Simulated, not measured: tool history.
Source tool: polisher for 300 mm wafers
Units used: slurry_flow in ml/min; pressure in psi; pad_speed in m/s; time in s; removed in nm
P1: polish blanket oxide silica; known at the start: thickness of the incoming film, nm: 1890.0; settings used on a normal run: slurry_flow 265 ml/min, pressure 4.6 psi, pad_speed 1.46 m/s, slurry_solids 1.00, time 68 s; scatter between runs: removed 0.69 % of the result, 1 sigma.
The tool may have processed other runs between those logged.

| run | hour | slurry_flow | pressure | pad_speed | slurry_solids | time | wafers polished on this pad | hours since the slurry nozzle was cleaned | hours since the head pressure was calibrated | hours since the slurry blender was calibrated | hours since the conditioning disc was replaced | removed |
|---|---|---|---|---|---|---|---|---|---|---|---|---|
| 1 | 10.5 | 265 | 4.6 | 1.46 | 1.00 | 68 | 1225 | 219.8 | 220.5 | 377.1 | 313.2 | 298.23 |
| 2 | 24.9 | 265 | 6.8 | 1.46 | 1.25 | 68 | 1355 | 234.2 | 234.9 | 391.5 | 327.6 | 489.58 |
| 3 | 42.5 | 265 | 4.6 | 1.12 | 1.25 | 68 | 1514 | 251.8 | 252.5 | 409.1 | 345.2 | 267.39 |
| 4 | 54.9 | 265 | 4.6 | 1.46 | 1.00 | 68 | 1627 | 264.2 | 264.9 | 421.5 | 357.6 | 300.28 |
| 5 | 63.2 | 265 | 4.6 | 1.46 | 1.00 | 46 | 1702 | 272.5 | 273.2 | 429.8 | 365.9 | 204.04 |
| 6 | 74.2 | 265 | 2.4 | 1.46 | 1.00 | 68 | 1801 | 283.5 | 284.2 | 440.8 | 376.9 | 158.06 |
| 7 | 91.6 | 265 | 4.6 | 1.46 | 1.00 | 68 | 1958 | 300.9 | 301.6 | 458.2 | 394.3 | 299.59 |
|  | 98.4 | slurry blender recalibrated |
| 8 | 109.1 | 390 | 4.6 | 1.46 | 1.00 | 68 | 2116 | 318.4 | 319.1 | 10.8 | 411.8 | 307.65 |
| 9 | 124.8 | 265 | 4.6 | 1.46 | 0.55 | 68 | 2258 | 334.1 | 334.8 | 26.5 | 427.5 | 217.98 |
| 10 | 136.2 | 265 | 4.6 | 1.46 | 1.00 | 68 | 2361 | 345.5 | 346.2 | 37.9 | 438.9 | 303.08 |
| 11 | 149.4 | 265 | 4.6 | 1.90 | 1.00 | 68 | 2481 | 358.7 | 359.4 | 51.1 | 452.1 | 375.57 |
| 12 | 165.5 | 265 | 4.6 | 1.46 | 1.00 | 90 | 2626 | 374.8 | 375.5 | 67.2 | 468.2 | 400.23 |
| 13 | 176.1 | 265 | 7.2 | 1.46 | 1.00 | 68 | 2722 | 385.4 | 386.1 | 77.8 | 478.8 | 469.15 |
|  | 182.1 | head pressure recalibrated |
| 14 | 187.8 | 265 | 4.6 | 0.92 | 1.00 | 68 | 2828 | 397.1 | 5.7 | 89.5 | 490.5 | 207.91 |
| 15 | 204.1 | 405 | 4.6 | 1.46 | 1.00 | 40 | 2975 | 413.4 | 22.0 | 105.8 | 506.8 | 185.23 |

For run 16, what comes out?
|  | 207.4 | slurry nozzle cleaned |
| 16 | 213.7 | 160 | 4.6 | 1.46 | 1.00 | 68 | 3062 | 6.3 | 31.6 | 115.4 | 516.4 | ? |

{"run 16": {"removed": 279.79}}
